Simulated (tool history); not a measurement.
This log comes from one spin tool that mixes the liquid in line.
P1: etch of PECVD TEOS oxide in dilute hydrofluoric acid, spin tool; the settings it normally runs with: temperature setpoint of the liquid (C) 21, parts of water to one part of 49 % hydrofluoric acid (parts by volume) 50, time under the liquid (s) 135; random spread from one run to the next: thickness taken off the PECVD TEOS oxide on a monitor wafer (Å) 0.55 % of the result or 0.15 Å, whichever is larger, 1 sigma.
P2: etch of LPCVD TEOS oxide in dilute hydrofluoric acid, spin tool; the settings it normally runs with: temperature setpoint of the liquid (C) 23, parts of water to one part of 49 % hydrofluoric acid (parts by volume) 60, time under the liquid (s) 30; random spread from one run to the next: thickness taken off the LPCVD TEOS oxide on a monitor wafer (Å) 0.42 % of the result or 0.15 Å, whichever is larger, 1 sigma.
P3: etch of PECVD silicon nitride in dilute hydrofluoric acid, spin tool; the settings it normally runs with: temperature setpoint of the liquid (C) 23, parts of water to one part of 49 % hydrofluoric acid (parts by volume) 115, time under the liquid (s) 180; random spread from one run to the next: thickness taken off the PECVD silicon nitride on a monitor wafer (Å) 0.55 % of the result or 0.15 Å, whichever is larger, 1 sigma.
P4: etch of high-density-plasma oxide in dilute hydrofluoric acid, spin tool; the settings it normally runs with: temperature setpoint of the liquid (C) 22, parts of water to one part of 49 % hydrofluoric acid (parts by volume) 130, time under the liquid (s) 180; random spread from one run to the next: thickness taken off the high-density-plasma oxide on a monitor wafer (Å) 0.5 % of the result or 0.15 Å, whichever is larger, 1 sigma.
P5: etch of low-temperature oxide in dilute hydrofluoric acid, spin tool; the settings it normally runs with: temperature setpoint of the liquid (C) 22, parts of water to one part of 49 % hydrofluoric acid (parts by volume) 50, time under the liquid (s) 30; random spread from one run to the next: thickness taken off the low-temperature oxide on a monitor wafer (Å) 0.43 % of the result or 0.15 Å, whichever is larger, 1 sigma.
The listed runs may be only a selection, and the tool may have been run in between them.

run   hour  process that ran  temperature setpoint of the liquid (C)  parts of water to one part of 49 % hydrofluoric acid (parts by volume)  time under the liquid (s)  hours since the thermometer was replaced  hours since the hydrofluoric acid flow meter was replaced  thickness taken off the PECVD TEOS oxide on a monitor wafer (Å)  thickness taken off the low-temperature oxide on a monitor wafer (Å)  thickness taken off the PECVD silicon nitride on a monitor wafer (Å)  thickness taken off the high-density-plasma oxide on a monitor wafer (Å)  thickness taken off the LPCVD TEOS oxide on a monitor wafer (Å)
  1    3.6                P1                                      21                                                                      50                        135                                     333.7                                                     1869.3                                                            374.6
  2    7.7                P1                                      21                                                                      90                        135                                     337.8                                                     1873.4                                                           198.29
  3   10.7                P5                                      22                                                                      50                         15                                     340.8                                                     1876.4                                                                                                                                 41.854
  4   15.6                P3                                      23                                                                     115                        330                                     345.7                                                     1881.3                                                                                                                                                                                                       89.394
  5   20.5                P1                                      21                                                                      50                        135                                     350.6                                                     1886.2                                                           374.24
  6   24.5                P5                                      22                                                                      50                         30                                     354.6                                                     1890.2                                                                                                                                 84.194
  7   26.7                P1                                      21                                                                      50                         60                                     356.8                                                     1892.4                                                           168.81
  8   31.3                P3                                    18.5                                                                     115                        180                                     361.4                                                       1897                                                                                                                                                                                                       36.124
  9   33.7                P1                                      21                                                                      20                         15                                     363.8                                                     1899.4                                                           107.83
 10   36.7                P1                                      21                                                                      90                         20                                     366.8                                                     1902.4                                                           29.076
 11   40.7                P1                                      29                                                                      50                        135                                     370.8                                                     1906.4                                                            518.2
 12   43.7                P4                                      22                                                                      45                        180                                     373.8                                                     1909.4                                                                                                                                                                                                                                                                                 209.23
 13     46                P4                                      22                                                                     130                        180                                     376.1                                                     1911.7                                                                                                                                                                                                                                                                                 65.302
 14   50.9                P2                                      23                                                                      60                         15                                       381                                                     1916.6                                                                                                                                                                                                                                                                                                                                                  79.676
 15   54.6                P1                                      21                                                                      50                        195                                     384.7                                                     1920.3                                                           543.81
 16   59.2                P2                                      23                                                                     100                         30                                     389.3                                                     1924.9                                                                                                                                                                                                                                                                                                                                                  91.122
 17   63.2                P1                                      21                                                                      50                        135                                     393.3                                                     1928.9                                                           378.09
 18   67.6                P5                                    28.5                                                                      50                         30                                     397.7                                                     1933.3                                                                                                                                 109.11
 19   71.8                P1                                      21                                                                      50                        135                                     401.9                                                     1937.5                                                           374.61
 20   75.5                P3                                      23                                                                     115                        180                                     405.6                                                     1941.2                                                                                                                                                                                                       48.791
 21   80.1                P5                                      22                                                                      20                         30                                     410.2                                                     1945.8                                                                                                                                 216.03
 22   83.1                P1                                      17                                                                      90                        135                                     413.2                                                     1948.8                                                           168.86
 23   88.1                P4                                      18                                                                     130                        180                                     418.2                                                     1953.8                                                                                                                                                                                                                                                                                 55.437
 24   92.8                P1                                      21                                                                      20                        135                                     422.9                                                     1958.5                                                           971.47
 25   96.5                P4                                      22                                                                     130                         85                                     426.6                                                     1962.2                                                                                                                                                                                                                                                                                 30.282
 26   99.6                P2                                    17.5                                                                      60                         30                                     429.7                                                     1965.3                                                                                                                                                                                                                                                                                                                                                  125.48
 27  102.2                P2                                      23                                                                      60                         30                                     432.3                                                     1967.9                                                                                                                                                                                                                                                                                                                                                  158.64
 28  106.8                P1                                      21                                                                      50                        135                                     436.9                                                     1972.5                                                           371.23
 29    111                P3                                      23                                                                     205                        180                                     441.1                                                     1976.7                                                                                                                                                                                                        27.91
 30  115.3                P1                                      17                                                                      50                        135                                     445.4                                                       1981                                                           315.89
 31    119                P1                                      21                                                                      50                        135                                     449.1                                                     1984.7                                                            373.2
 32  121.2                P1                                      21                                                                      50                        135                                     451.3                                                     1986.9                                                            379.5
 33    124                P1                                      21                                                                      50                        135                                     454.1                                                     1989.7                                                           390.58
 34  128.2                P1                                      21                                                                      50                        135                                     458.3                                                     1993.9                                                           401.71
 35  132.5                P1                                      21                                                                      50                        135                                     462.6                                                     1998.2                                                           402.32
 36  137.1                P1                                      21                                                                      50                        135                                     467.2                                                     2002.8                                                           406.79
 37  140.2                P1                                      21                                                                      50                        135                                     470.3                                                     2005.9                                                           407.93
 38  142.5                P1                                      21                                                                      50                        135                                     472.6                                                     2008.2                                                           408.62
 39  146.9                P1                                      21                                                                      50                        135                                       477                                                     2012.6                                                           410.11

Something has made what P1 gives creep away from where it was; the 2 causes below, each at its own stated size, fit the log equally well:
A: liquid hotter than its thermometer reads (K) = 2
B: hydrofluoric acid flow above the setpoint (%) = 8.19
The gradual shift began around hour 119.

Which of the 4 check runs listed below separates the causes, so that each cause would produce a clearly different result? Each run uses one wafer, and its results are marked with question marks.
check 1  151.3                P3                                      23                                                                     115                        180                                                                                                                                                                                                                                                                                                                 ?
check 2  151.3                P2                                      23                                                                      60                         30                                                                                                                                                                                                                                                                                                                                                                                                                                                            ?
check 3  151.3                P5                                      22                                                                      50                         30                                                                                                                                                                                                                                           ?
check 4  151.3                P4                                      22                                                                     130                        180                                                                                                                                                                                                                                                                                                                                                                                           ?

Outcome of each check run for each possible cause:
  check                                                                    result    if A    if B
check 1      thickness taken off the PECVD silicon nitride on a monitor wafer (Å)  55.826  52.924
check 2           thickness taken off the LPCVD TEOS oxide on a monitor wafer (Å)  172.13  172.62
check 3      thickness taken off the low-temperature oxide on a monitor wafer (Å)  90.666  90.726
check 4  thickness taken off the high-density-plasma oxide on a monitor wafer (Å)  70.573  71.391
Distance between the nearest two causes, measured in the result of the check that separates them most: check 1 5.34 %; check 2 0.28 %; check 3 0.07 %; check 4 1.15 %
Of the check runs offered, only check 1 discriminates between the causes; the rest would read about the same regardless of which cause applies.

Then check 1 was run and gave: thickness taken off the PECVD silicon nitride on a monitor wafer (Å) 55.943. Which cause is it?

It is A: liquid hotter than its thermometer reads (K).
